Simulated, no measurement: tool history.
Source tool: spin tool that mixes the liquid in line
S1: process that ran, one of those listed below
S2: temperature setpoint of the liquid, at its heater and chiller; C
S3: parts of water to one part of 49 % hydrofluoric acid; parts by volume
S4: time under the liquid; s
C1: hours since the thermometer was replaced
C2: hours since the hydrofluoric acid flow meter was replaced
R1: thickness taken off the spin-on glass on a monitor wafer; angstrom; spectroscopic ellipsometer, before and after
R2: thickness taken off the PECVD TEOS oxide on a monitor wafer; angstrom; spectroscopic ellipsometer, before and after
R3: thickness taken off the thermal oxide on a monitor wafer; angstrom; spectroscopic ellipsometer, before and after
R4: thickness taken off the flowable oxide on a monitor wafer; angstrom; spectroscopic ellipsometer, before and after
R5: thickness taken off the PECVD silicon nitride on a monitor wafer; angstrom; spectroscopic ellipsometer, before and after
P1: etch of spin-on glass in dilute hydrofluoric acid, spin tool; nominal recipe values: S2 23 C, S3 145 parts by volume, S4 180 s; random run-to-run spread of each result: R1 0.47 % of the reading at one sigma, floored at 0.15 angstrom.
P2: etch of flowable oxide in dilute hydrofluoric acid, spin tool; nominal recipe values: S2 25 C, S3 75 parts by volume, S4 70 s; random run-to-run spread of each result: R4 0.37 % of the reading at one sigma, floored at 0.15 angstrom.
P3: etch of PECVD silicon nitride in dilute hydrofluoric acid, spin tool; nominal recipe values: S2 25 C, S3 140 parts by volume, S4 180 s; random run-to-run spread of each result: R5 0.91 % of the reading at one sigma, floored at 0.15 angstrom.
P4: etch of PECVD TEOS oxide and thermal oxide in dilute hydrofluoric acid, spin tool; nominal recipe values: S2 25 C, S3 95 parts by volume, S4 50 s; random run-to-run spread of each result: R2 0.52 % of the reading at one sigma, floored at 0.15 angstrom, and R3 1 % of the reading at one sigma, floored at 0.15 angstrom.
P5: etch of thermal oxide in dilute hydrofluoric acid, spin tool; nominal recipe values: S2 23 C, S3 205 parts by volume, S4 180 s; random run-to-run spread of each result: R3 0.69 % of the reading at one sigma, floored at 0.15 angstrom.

Run 1, hour 14.3: S1 P1, S2 23 C, S3 145 parts by volume, S4 180 s; C1 1312.5; C2 1274.2. Result: R1 424.41 angstrom.
Run 2, hour 22.7: S1 P4, S2 32.5 C, S3 95 parts by volume, S4 50 s; C1 1320.9; C2 1282.6. Result: R2 163.64 angstrom, R3 32.79 angstrom.
Run 3, hour 29.9: S1 P1, S2 23 C, S3 145 parts by volume, S4 180 s; C1 1328.1; C2 1289.8. Result: R1 425.02 angstrom.
Run 4, hour 40.3: S1 P1, S2 23 C, S3 145 parts by volume, S4 180 s; C1 1338.5; C2 1300.2. Result: R1 423.81 angstrom.
Run 5, hour 51.5: S1 P2, S2 25 C, S3 75 parts by volume, S4 70 s; C1 1349.7; C2 1311.4. Result: R4 450.99 angstrom.
Run 6, hour 62.8: S1 P2, S2 32.5 C, S3 75 parts by volume, S4 70 s; C1 1361; C2 1322.7. Result: R4 606.37 angstrom.
Run 7, hour 72.2: S1 P4, S2 25 C, S3 95 parts by volume, S4 15 s; C1 1370.4; C2 1332.1. Result: R2 36.836 angstrom, R3 7.5825 angstrom.
Run 8, hour 83.5: S1 P4, S2 25 C, S3 35 parts by volume, S4 50 s; C1 1381.7; C2 1343.4. Result: R2 361.84 angstrom, R3 75.354 angstrom.
Run 9, hour 89.9: S1 P1, S2 23 C, S3 145 parts by volume, S4 180 s; C1 1388.1; C2 1349.8. Result: R1 426.72 angstrom.
Run 10, hour 102.2: S1 P1, S2 23 C, S3 145 parts by volume, S4 70 s; C1 1400.4; C2 1362.1. Result: R1 165.78 angstrom.
Run 11, hour 110.7: S1 P5, S2 31.5 C, S3 205 parts by volume, S4 180 s; C1 1408.9; C2 1370.6. Result: R3 47.425 angstrom.
Run 12, hour 124.5: S1 P3, S2 25 C, S3 235 parts by volume, S4 180 s; C1 1422.7; C2 1384.4. Result: R5 17.535 angstrom.
Run 13, hour 133.9: S1 P1, S2 30 C, S3 145 parts by volume, S4 180 s; C1 1432.1; C2 1393.8. Result: R1 554.98 angstrom.
Run 14, hour 145.6: S1 P1, S2 23 C, S3 45 parts by volume, S4 65 s; C1 1443.8; C2 1405.5. Result: R1 557.12 angstrom.
Run 15, hour 153.6: S1 P4, S2 25 C, S3 95 parts by volume, S4 50 s; C1 1451.8; C2 1413.5. Result: R2 122.67 angstrom, R3 24.61 angstrom.
Run 16, hour 167.7: S1 P1, S2 17 C, S3 145 parts by volume, S4 30 s; C1 1465.9; C2 1427.6. Result: R1 55.541 angstrom.
Run 17, hour 181.5: S1 P5, S2 23 C, S3 205 parts by volume, S4 180 s; C1 1479.7; C2 1441.4. Result: R3 35.091 angstrom.
Run 18, hour 188.6: S1 P3, S2 19.5 C, S3 140 parts by volume, S4 180 s; C1 1486.8; C2 1448.5. Result: R5 20.516 angstrom.
Run 19, hour 202.4: S1 P3, S2 25 C, S3 140 parts by volume, S4 85 s; C1 1500.6; C2 1462.3. Result: R5 14.002 angstrom.
Run 20, hour 211.3: S1 P2, S2 25 C, S3 115 parts by volume, S4 70 s; C1 1509.5; C2 1471.2. Result: R4 279.34 angstrom.
Run 21, hour 219.3: S1 P5, S2 23 C, S3 80 parts by volume, S4 180 s; C1 1517.5; C2 1479.2. Result: R3 103.39 angstrom.
Run 22, hour 226: S1 P1, S2 17 C, S3 145 parts by volume, S4 180 s; C1 1524.2; C2 1485.9. Result: R1 333.29 angstrom.
Run 23, hour 235.7: S1 P2, S2 25 C, S3 75 parts by volume, S4 15 s; C1 1533.9; C2 1495.6. Result: R4 97.276 angstrom.
At hour 245.4: thermometer replaced.
Run 24, hour 249.1: S1 P1, S2 23 C, S3 90 parts by volume, S4 180 s; C1 3.8; C2 1509. Result: R1 731.9 angstrom.
Run 25, hour 255.7: S1 P3, S2 25 C, S3 140 parts by volume, S4 180 s; C1 10.4; C2 1515.6. Result: R5 29.791 angstrom.
Run 26, hour 269.1: S1 P1, S2 23 C, S3 240 parts by volume, S4 180 s; C1 23.8; C2 1529. Result: R1 230.17 angstrom.
Run 27, hour 276.8: S1 P5, S2 23 C, S3 205 parts by volume, S4 20 s; C1 31.5; C2 1536.7. Result: R3 4.0221 angstrom.
Run 28, hour 287.6: S1 P1, S2 23 C, S3 145 parts by volume, S4 270 s; C1 42.3; C2 1547.5. Result: R1 642.11 angstrom.
Run 29, hour 295.4: S1 P1, S2 23 C, S3 145 parts by volume, S4 180 s; C1 50.1; C2 1555.3. Result: R1 425.37 angstrom.
Run 30, hour 302.1: S1 P1, S2 23 C, S3 145 parts by volume, S4 180 s; C1 56.8; C2 1562. Result: R1 413.45 angstrom.
Run 31, hour 316.6: S1 P1, S2 23 C, S3 145 parts by volume, S4 180 s; C1 71.3; C2 1576.5. Result: R1 399.54 angstrom.
Run 32, hour 329.5: S1 P1, S2 23 C, S3 145 parts by volume, S4 180 s; C1 84.2; C2 1589.4. Result: R1 391.98 angstrom.
Run 33, hour 342.3: S1 P1, S2 23 C, S3 145 parts by volume, S4 180 s; C1 97; C2 1602.2. Result: R1 391.44 angstrom.
Run 34, hour 349.2: S1 P1, S2 23 C, S3 145 parts by volume, S4 180 s; C1 103.9; C2 1609.1. Result: R1 391.11 angstrom.
Run 35, hour 359.5: S1 P1, S2 23 C, S3 145 parts by volume, S4 180 s; C1 114.2; C2 1619.4. Result: R1 386.26 angstrom.
Run 36, hour 370.9: S1 P1, S2 23 C, S3 145 parts by volume, S4 180 s; C1 125.6; C2 1630.8. Result: R1 390.26 angstrom.

The log shows P1 creeping away from where it was. Any of the 2 causes listed here, at the size stated for it, fits the log just as well as the others:
A: hydrofluoric acid flow below the setpoint (%) = 7.19
B: liquid colder than its thermometer reads (K) = 2.23
The drift started at roughly hour 295.4.

The list below offers 4 check runs, each averaging the results of 2 wafers, and shows each result as a question mark. For which of them would the listed causes give clearly different results?
Run check 1, hour 382.3: S1 P2, S2 31.5 C, S3 100 parts by volume, S4 70 s. Result: R4 ?.
Run check 2, hour 382.3: S1 P5, S2 23 C, S3 95 parts by volume, S4 65 s. Result: R3 ?.
Run check 3, hour 382.3: S1 P4, S2 31 C, S3 55 parts by volume, S4 50 s. Result: R2 ?, R3 ?.
Run check 4, hour 382.3: S1 P3, S2 20.5 C, S3 195 parts by volume, S4 180 s. Result: R5 ?.

Outcome of each check run for each possible cause:
  check  result    if A    if B
check 1      R4  385.43  386.43
check 2      R3  28.499  28.303
check 3      R2  260.94  259.39
check 3      R3  52.998  52.684
check 4      R5  14.849  13.779
Minimum pairwise separation of causes per check, each pair taken at its best-separating result: check 1 0.26 %; check 2 0.69 %; check 3 0.59 %; check 4 7.48 %
The causes can be told apart only by check 4. The other checks would give nearly the same results under each of them.

Then check 4 was run and gave: R5 15.045 angstrom. Which cause is it?

It is A: hydrofluoric acid flow below the setpoint (%).
